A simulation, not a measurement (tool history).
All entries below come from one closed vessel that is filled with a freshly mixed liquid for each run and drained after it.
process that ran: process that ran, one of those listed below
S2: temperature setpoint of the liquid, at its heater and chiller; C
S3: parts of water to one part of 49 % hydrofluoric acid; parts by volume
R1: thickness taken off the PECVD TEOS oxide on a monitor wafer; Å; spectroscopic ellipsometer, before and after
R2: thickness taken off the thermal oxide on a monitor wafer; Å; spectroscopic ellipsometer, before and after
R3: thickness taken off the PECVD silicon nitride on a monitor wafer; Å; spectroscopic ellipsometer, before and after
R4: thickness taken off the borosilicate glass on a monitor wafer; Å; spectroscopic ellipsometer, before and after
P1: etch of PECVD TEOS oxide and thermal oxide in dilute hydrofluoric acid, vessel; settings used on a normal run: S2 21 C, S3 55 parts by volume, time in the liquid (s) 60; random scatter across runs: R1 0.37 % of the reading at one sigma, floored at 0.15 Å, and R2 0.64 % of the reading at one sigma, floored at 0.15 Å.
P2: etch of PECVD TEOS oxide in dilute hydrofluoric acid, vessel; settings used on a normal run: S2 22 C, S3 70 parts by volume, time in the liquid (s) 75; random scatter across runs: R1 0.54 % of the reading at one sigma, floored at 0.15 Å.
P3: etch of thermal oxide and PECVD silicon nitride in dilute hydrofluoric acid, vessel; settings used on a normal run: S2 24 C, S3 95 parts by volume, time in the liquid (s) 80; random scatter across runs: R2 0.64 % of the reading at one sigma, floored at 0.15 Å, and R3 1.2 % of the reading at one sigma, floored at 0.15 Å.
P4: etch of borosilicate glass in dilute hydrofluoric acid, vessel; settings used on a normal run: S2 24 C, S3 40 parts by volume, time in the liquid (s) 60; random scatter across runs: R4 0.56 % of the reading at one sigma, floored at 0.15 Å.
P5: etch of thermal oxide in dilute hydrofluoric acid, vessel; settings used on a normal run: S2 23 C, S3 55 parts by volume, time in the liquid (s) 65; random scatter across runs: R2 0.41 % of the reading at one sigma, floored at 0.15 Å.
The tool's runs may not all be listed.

Run 1, day 0.346: process that ran P1, S2 21 C, S3 55 parts by volume, time in the liquid (s) 60. Result: R1 148.23 Å, R2 51.041 Å.
Run 2, day 0.625: process that ran P5, S2 29 C, S3 55 parts by volume, time in the liquid (s) 65. Result: R2 74.379 Å.
Run 3, day 0.917: process that ran P1, S2 21 C, S3 55 parts by volume, time in the liquid (s) 60. Result: R1 147.55 Å, R2 51.365 Å.
Run 4, day 1.096: process that ran P5, S2 23 C, S3 55 parts by volume, time in the liquid (s) 65. Result: R2 59.011 Å.
Run 5, day 1.362: process that ran P3, S2 29.5 C, S3 95 parts by volume, time in the liquid (s) 80. Result: R2 50.721 Å, R3 27.834 Å.
Run 6, day 1.692: process that ran P2, S2 17 C, S3 70 parts by volume, time in the liquid (s) 75. Result: R1 107.54 Å.
Run 7, day 1.992: process that ran P1, S2 21 C, S3 100 parts by volume, time in the liquid (s) 60. Result: R1 76.982 Å, R2 26.364 Å.
Run 8, day 2.196: process that ran P3, S2 24 C, S3 95 parts by volume, time in the liquid (s) 130. Result: R2 66.515 Å, R3 31.477 Å.
Run 9, day 2.404: process that ran P1, S2 21 C, S3 55 parts by volume, time in the liquid (s) 60. Result: R1 148.05 Å, R2 50.207 Å.
Run 10, day 2.642: process that ran P1, S2 26 C, S3 55 parts by volume, time in the liquid (s) 60. Result: R1 181.5 Å, R2 62.14 Å.
Run 11, day 2.929: process that ran P4, S2 24 C, S3 40 parts by volume, time in the liquid (s) 60. Result: R4 667.21 Å.
Run 12, day 3.262: process that ran P5, S2 23 C, S3 30 parts by volume, time in the liquid (s) 65. Result: R2 110.46 Å.
Run 13, day 3.479: process that ran P1, S2 21 C, S3 55 parts by volume, time in the liquid (s) 60. Result: R1 147.86 Å, R2 51.152 Å.
Run 14, day 3.662: process that ran P3, S2 24 C, S3 95 parts by volume, time in the liquid (s) 80. Result: R2 40.723 Å, R3 19.401 Å.
Run 15, day 3.908: process that ran P1, S2 21 C, S3 20 parts by volume, time in the liquid (s) 60. Result: R1 422.29 Å, R2 147.25 Å.
Run 16, day 4.238: process that ran P2, S2 22 C, S3 70 parts by volume, time in the liquid (s) 30. Result: R1 52.714 Å.
Run 17, day 4.546: process that ran P3, S2 24 C, S3 165 parts by volume, time in the liquid (s) 80. Result: R2 21.532 Å, R3 11.391 Å.
Run 18, day 4.892: process that ran P4, S2 24 C, S3 40 parts by volume, time in the liquid (s) 90. Result: R4 1012.4 Å.
Run 19, day 5.108: process that ran P1, S2 21 C, S3 55 parts by volume, time in the liquid (s) 60. Result: R1 148.54 Å, R2 50.911 Å.
Run 20, day 5.479: process that ran P1, S2 21 C, S3 55 parts by volume, time in the liquid (s) 85. Result: R1 208.42 Å, R2 72.182 Å.
Run 21, day 5.717: process that ran P1, S2 21 C, S3 55 parts by volume, time in the liquid (s) 60. Result: R1 148.26 Å, R2 50.698 Å.
Run 22, day 5.979: process that ran P5, S2 23 C, S3 55 parts by volume, time in the liquid (s) 125. Result: R2 112.57 Å.
Run 23, day 6.262: process that ran P4, S2 24 C, S3 20 parts by volume, time in the liquid (s) 60. Result: R4 1377.1 Å.
Run 24, day 6.629: process that ran P1, S2 21 C, S3 55 parts by volume, time in the liquid (s) 30. Result: R1 74.615 Å, R2 24.93 Å.
Run 25, day 6.804: process that ran P2, S2 22 C, S3 20 parts by volume, time in the liquid (s) 75. Result: R1 488.71 Å.
Run 26, day 7.075: process that ran P1, S2 17 C, S3 55 parts by volume, time in the liquid (s) 60. Result: R1 125.41 Å, R2 42.604 Å.
Run 27, day 7.442: process that ran P2, S2 22 C, S3 70 parts by volume, time in the liquid (s) 75. Result: R1 130.49 Å.
Run 28, day 7.7: process that ran P1, S2 21 C, S3 90 parts by volume, time in the liquid (s) 95. Result: R1 137.63 Å, R2 46.662 Å.
Run 29, day 7.946: process that ran P4, S2 17 C, S3 40 parts by volume, time in the liquid (s) 60. Result: R4 497.3 Å.

Forecast run 30:
Run 30, day 8.192: process that ran P1, S2 21 C, S3 55 parts by volume, time in the liquid (s) 60. Result: R1 ?, R2 ?.

{"run 30": {"R1": 148.41, "R2": 50.591}}
